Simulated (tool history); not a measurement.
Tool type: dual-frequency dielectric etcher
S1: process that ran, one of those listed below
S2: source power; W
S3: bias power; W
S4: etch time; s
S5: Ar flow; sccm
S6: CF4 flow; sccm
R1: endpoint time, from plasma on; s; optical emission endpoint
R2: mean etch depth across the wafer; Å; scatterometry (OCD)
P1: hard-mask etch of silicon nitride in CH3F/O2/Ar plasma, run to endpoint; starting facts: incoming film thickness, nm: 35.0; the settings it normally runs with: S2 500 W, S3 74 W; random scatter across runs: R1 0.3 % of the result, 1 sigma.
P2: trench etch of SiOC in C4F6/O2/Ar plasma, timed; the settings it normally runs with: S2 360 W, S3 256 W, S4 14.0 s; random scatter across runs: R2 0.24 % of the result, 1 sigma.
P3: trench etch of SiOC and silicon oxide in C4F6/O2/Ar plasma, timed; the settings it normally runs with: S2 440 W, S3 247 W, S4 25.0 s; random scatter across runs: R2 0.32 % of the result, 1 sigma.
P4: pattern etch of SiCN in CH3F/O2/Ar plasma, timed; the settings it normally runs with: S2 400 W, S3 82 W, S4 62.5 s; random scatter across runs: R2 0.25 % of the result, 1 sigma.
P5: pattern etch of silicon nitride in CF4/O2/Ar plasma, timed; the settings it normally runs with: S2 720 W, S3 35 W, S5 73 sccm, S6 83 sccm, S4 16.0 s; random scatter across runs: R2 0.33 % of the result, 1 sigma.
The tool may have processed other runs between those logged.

Run 1, day 0.154: S1 P1, S2 500 W, S3 74 W. Result: R1 46.020 s.
Run 2, day 0.312: S1 P1, S2 500 W, S3 103 W. Result: R1 40.988 s.
Run 3, day 0.567: S1 P1, S2 500 W, S3 74 W. Result: R1 45.791 s.
Run 4, day 0.738: S1 P2, S2 360 W, S3 303 W, S4 14.0 s. Result: R2 334.23 Å.
Run 5, day 0.921: S1 P1, S2 340 W, S3 74 W. Result: R1 53.387 s.
Run 6, day 1.125: S1 P2, S2 360 W, S3 256 W, S4 14.0 s. Result: R2 315.21 Å.
Run 7, day 1.329: S1 P1, S2 500 W, S3 74 W. Result: R1 45.895 s.
Run 8, day 1.467: S1 P4, S2 400 W, S3 104 W, S4 62.5 s. Result: R2 262.58 Å.
Run 9, day 1.662: S1 P5, S2 720 W, S3 35 W, S4 16.0 s, S5 73 sccm, S6 99 sccm. Result: R2 387.12 Å.
Run 10, day 1.888: S1 P3, S2 440 W, S3 153 W, S4 25.0 s. Result: R2 498.04 Å.
Run 11, day 2.108: S1 P3, S2 440 W, S3 247 W, S4 25.0 s. Result: R2 581.24 Å.
Run 12, day 2.379: S1 P5, S2 580 W, S3 35 W, S4 16.0 s, S5 73 sccm, S6 83 sccm. Result: R2 311.55 Å.
Run 13, day 2.558: S1 P3, S2 440 W, S3 247 W, S4 14.0 s. Result: R2 327.48 Å.
Run 14, day 2.821: S1 P5, S2 720 W, S3 35 W, S4 16.0 s, S5 73 sccm, S6 83 sccm. Result: R2 378.63 Å.
Run 15, day 3.000: S1 P4, S2 540 W, S3 82 W, S4 62.5 s. Result: R2 268.38 Å.
Run 16, day 3.200: S1 P3, S2 290 W, S3 247 W, S4 25.0 s. Result: R2 495.55 Å.
Run 17, day 3.458: S1 P1, S2 380 W, S3 86 W. Result: R1 48.570 s.
Run 18, day 3.688: S1 P1, S2 500 W, S3 74 W. Result: R1 46.112 s.
Run 19, day 3.808: S1 P1, S2 700 W, S3 74 W. Result: R1 40.444 s.
Run 20, day 3.938: S1 P4, S2 400 W, S3 82 W, S4 62.5 s. Result: R2 240.87 Å.
Run 21, day 4.096: S1 P4, S2 400 W, S3 82 W, S4 62.5 s. Result: R2 239.15 Å.
Run 22, day 4.225: S1 P1, S2 500 W, S3 74 W. Result: R1 45.860 s.
Run 23, day 4.367: S1 P4, S2 400 W, S3 82 W, S4 34.5 s. Result: R2 132.73 Å.
Run 24, day 4.550: S1 P1, S2 500 W, S3 51 W. Result: R1 51.927 s.
Run 25, day 4.700: S1 P2, S2 360 W, S3 256 W, S4 14.0 s. Result: R2 315.70 Å.
Run 26, day 4.925: S1 P1, S2 500 W, S3 74 W. Result: R1 46.069 s.
Run 27, day 5.138: S1 P2, S2 360 W, S3 256 W, S4 18.5 s. Result: R2 417.47 Å.
Run 28, day 5.262: S1 P2, S2 230 W, S3 256 W, S4 14.0 s. Result: R2 266.18 Å.
Run 29, day 5.388: S1 P5, S2 720 W, S3 35 W, S4 16.0 s, S5 56 sccm, S6 83 sccm. Result: R2 394.93 Å.
Run 30, day 5.596: S1 P5, S2 720 W, S3 35 W, S4 9.5 s, S5 73 sccm, S6 83 sccm. Result: R2 226.53 Å.
Run 31, day 5.800: S1 P5, S2 720 W, S3 25 W, S4 16.0 s, S5 73 sccm, S6 83 sccm. Result: R2 341.17 Å.
Run 32, day 6.079: S1 P3, S2 440 W, S3 247 W, S4 25.0 s. Result: R2 583.79 Å.
Run 33, day 6.329: S1 P1, S2 500 W, S3 74 W. Result: R1 46.130 s.
Run 34, day 6.550: S1 P1, S2 500 W, S3 74 W. Result: R1 45.955 s.
Run 35, day 6.817: S1 P1, S2 500 W, S3 74 W. Result: R1 45.660 s.
Run 36, day 7.012: S1 P1, S2 500 W, S3 74 W. Result: R1 45.575 s.
Run 37, day 7.217: S1 P1, S2 500 W, S3 74 W. Result: R1 45.307 s.
At day 7.271: wet clean of the chamber.
Run 38, day 7.433: S1 P1, S2 500 W, S3 74 W. Result: R1 45.436 s.
Run 39, day 7.658: S1 P1, S2 500 W, S3 74 W. Result: R1 45.266 s.
Run 40, day 7.842: S1 P1, S2 500 W, S3 74 W. Result: R1 45.259 s.
Run 41, day 7.971: S1 P1, S2 500 W, S3 74 W. Result: R1 45.339 s.
Run 42, day 8.179: S1 P1, S2 500 W, S3 74 W. Result: R1 45.399 s.
Run 43, day 8.417: S1 P1, S2 500 W, S3 74 W. Result: R1 45.354 s.

What P1 gives has crept off from where it sat before. The 2 causes that follow fit the log equally well, each at the size noted:
A: source power that arrives over what is set, % = 4.02
B: bias power that arrives over what is set, % = 4.51
The process output started creeping at around day 6.329.
All other causes, with the reason each is excluded:
chamber walls in a state that raises the etch rate, %: its service at day 7.271 followed the start of the drift and did not put the process back to its old value

Which of the check runs below tells the causes apart, meaning the causes would give it clearly different results? Each run uses 2 wafers whose results are averaged, and each result is shown as a question mark.
Run check 1, day 8.654: S1 P2, S2 290 W, S3 256 W, S4 14.0 s. Result: R2 ?.
Run check 2, day 8.654: S1 P3, S2 440 W, S3 168 W, S4 17.5 s. Result: R2 ?.
Run check 3, day 8.654: S1 P4, S2 530 W, S3 82 W, S4 34.5 s. Result: R2 ?.
Run check 4, day 8.654: S1 P5, S2 720 W, S3 35 W, S4 13.0 s, S5 73 sccm, S6 83 sccm. Result: R2 ?.

Check results expected under each cause:
  check  result    if A    if B
check 1      R2  294.55  294.67
check 2      R2  364.31  363.69
check 3      R2  149.35  149.49
check 4      R2  318.93  312.48
Gap, in per cent, between the two causes that each check separates least, read from the result that separates them most: check 1 0.04 %; check 2 0.17 %; check 3 0.1 %; check 4 2.04 %
Of the check runs offered, only check 4 discriminates between the causes; the rest would read about the same regardless of which cause applies.

Check 4 was carried out, with these results: R2 318.17 Å. Which of the listed causes is responsible?

Of the candidate causes, it is A: source power that arrives over what is set, %.

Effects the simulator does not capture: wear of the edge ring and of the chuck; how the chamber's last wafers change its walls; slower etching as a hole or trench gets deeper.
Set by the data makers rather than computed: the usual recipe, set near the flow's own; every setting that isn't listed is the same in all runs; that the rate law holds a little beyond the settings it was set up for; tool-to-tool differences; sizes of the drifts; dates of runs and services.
